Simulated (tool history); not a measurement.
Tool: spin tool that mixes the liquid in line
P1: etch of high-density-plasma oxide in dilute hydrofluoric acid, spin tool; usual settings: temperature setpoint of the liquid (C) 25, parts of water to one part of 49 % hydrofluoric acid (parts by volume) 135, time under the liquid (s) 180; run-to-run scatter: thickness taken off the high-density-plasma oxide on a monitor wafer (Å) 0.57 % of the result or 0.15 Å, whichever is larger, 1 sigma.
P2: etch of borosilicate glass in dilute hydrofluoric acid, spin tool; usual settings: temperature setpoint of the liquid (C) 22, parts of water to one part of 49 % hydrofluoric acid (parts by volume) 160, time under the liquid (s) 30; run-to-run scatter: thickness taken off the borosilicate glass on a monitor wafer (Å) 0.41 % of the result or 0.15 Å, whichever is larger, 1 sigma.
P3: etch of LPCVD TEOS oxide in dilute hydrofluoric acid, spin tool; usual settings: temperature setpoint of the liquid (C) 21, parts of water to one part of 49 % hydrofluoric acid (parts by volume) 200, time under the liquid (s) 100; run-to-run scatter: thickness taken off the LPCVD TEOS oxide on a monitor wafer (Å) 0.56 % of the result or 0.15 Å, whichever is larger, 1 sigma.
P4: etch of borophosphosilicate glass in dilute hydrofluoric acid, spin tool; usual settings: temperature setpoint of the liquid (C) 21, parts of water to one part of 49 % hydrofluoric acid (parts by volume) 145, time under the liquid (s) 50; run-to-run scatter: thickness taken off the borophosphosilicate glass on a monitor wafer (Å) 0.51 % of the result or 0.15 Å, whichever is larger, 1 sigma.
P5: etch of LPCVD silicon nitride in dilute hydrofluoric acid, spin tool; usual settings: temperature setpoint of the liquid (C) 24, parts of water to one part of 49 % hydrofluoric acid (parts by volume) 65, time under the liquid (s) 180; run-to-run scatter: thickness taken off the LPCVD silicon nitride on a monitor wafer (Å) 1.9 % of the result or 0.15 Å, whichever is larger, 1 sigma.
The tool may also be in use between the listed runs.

run	hour	process that ran	temperature setpoint of the liquid (C)	parts of water to one part of 49 % hydrofluoric acid (parts by volume)	time under the liquid (s)	hours since the thermometer was replaced	hours since the hydrofluoric acid flow meter was replaced	thickness taken off the high-density-plasma oxide on a monitor wafer (Å)	thickness taken off the LPCVD TEOS oxide on a monitor wafer (Å)	thickness taken off the borophosphosilicate glass on a monitor wafer (Å)	thickness taken off the borosilicate glass on a monitor wafer (Å)	thickness taken off the LPCVD silicon nitride on a monitor wafer (Å)
1	3.5	P1	25	135	180	555.1	1109	98.071				
2	8	P3	21	200	145	559.6	1113.5		153.16			
3	11.6	P3	21	200	100	563.2	1117.1		107.22			
4	14.2	P4	21	145	75	565.8	1119.7			143.84		
5	18.3	P1	17.5	135	180	569.9	1123.8	72.394				
6	22.4	P1	25	135	345	574	1127.9	187.62				
7	27	P1	21	135	55	578.6	1132.5	25.564				
8	29.5	P4	21	260	50	581.1	1135			47.095		
9	33.3	P2	22	160	30	584.9	1138.8				79.094	
10	37.2	P2	22	160	30	588.8	1142.7				78.695	
11	40.8	P2	22	160	15	592.4	1146.3				39.411	
12	44.3	P3	21	55	100	595.9	1149.8		455.63			
13	49.9	P3	21	200	100	601.5	1155.4		106.3			
14	55.6	P1	21	135	300	607.2	1161.1	139.61				
15	58.7	P5	24	40	180	610.3	1164.2					22.407
16	62.6	P5	29	65	180	614.2	1168.1					19.473
17	65.2	P4	21	145	50	616.8	1170.7			95.618		
18	68.4	P1	25	135	180	620	1173.9	97.395				
19	71.5	P2	17	160	30	623.1	1177				64.475	
20	74.8	P4	28.5	145	50	626.4	1180.3			127.62		
21	79.9	P1	21	225	180	631.5	1185.4	46.067				
22	83.8	P2	22	240	30	635.4	1189.3				48.374	
23	86.7	P1	25	245	180	638.3	1192.2	47.473				
24	90.9	P1	25	45	180	642.5	1196.4	329.06				
25	94.4	P5	24	65	100	646	1199.9					7.7119
26	97.3	P5	24	65	180	648.9	1202.8					13.913
27	101.4	P1	25	135	25	653	1206.9	13.256				
28	106.8	P1	25	135	180	658.4	1212.3	97.273				
29	112.4	P1	29	135	180	664	1217.9	114.57				
30	115.8	P1	25	135	180	667.4	1221.3	98.372				
31	121	P3	17.5	200	100	672.6	1226.5		93.608			
32	124.1	P4	21	145	50	675.7	1229.6			95.497		
33	129.4	P1	25	135	180	681	1234.9	97.954				
34	132.7	P1	25	135	180	684.3	1238.2	97.798				
35	136.4	P1	25	135	180	688	1241.9	100.36				
36	139	P1	25	135	180	690.6	1244.5	102.5				
37	143.3	P1	25	135	180	694.9	1248.8	103.31				
38	146.9	P1	25	135	180	698.5	1252.4	104.49				
39	149.8	P1	25	135	180	701.4	1255.3	104.69				
40	154.9	P1	25	135	180	706.5	1260.4	104.81				
41	158	P1	25	135	180	709.6	1263.5	105.68				
42	162.4	P1	25	135	180	714	1267.9	106.02				
43	165.8	P1	25	135	180	717.4	1271.3	105.05				

What P1 gives has crept away from where it was. These 2 causes fit the log equally well, each at the size given:
A: liquid hotter than its thermometer reads (K) = 2.08
B: hydrofluoric acid flow above the setpoint (%) = 7.05
The creep began at about hour 132.7.

4 check runs are offered, each on 5 wafers whose results are averaged, their results left as question marks. Which one tells the causes apart?
check 1	169.2	P3	21	200	100				?			
check 2	169.2	P5	24	65	180							?
check 3	169.2	P2	22	160	30						?	
check 4	169.2	P4	21	145	50					?		

What each check would give under each cause:
check	result	if A	if B
check 1	thickness taken off the LPCVD TEOS oxide on a monitor wafer (Å)	115.09	115.42
check 2	thickness taken off the LPCVD silicon nitride on a monitor wafer (Å)	15.881	14.789
check 3	thickness taken off the borosilicate glass on a monitor wafer (Å)	85.4	85.384
check 4	thickness taken off the borophosphosilicate glass on a monitor wafer (Å)	104.11	103.8
How far apart the two closest causes lie, in the result that separates them most: check 1 0.29 %; check 2 7.13 %; check 3 0.02 %; check 4 0.29 %
Only check 2 tells the causes apart: in the others they would give nearly the same result.

Then check 2 was run and gave: thickness taken off the LPCVD silicon nitride on a monitor wafer (Å) 14.954. Which cause is it?

It is B: hydrofluoric acid flow above the setpoint (%).

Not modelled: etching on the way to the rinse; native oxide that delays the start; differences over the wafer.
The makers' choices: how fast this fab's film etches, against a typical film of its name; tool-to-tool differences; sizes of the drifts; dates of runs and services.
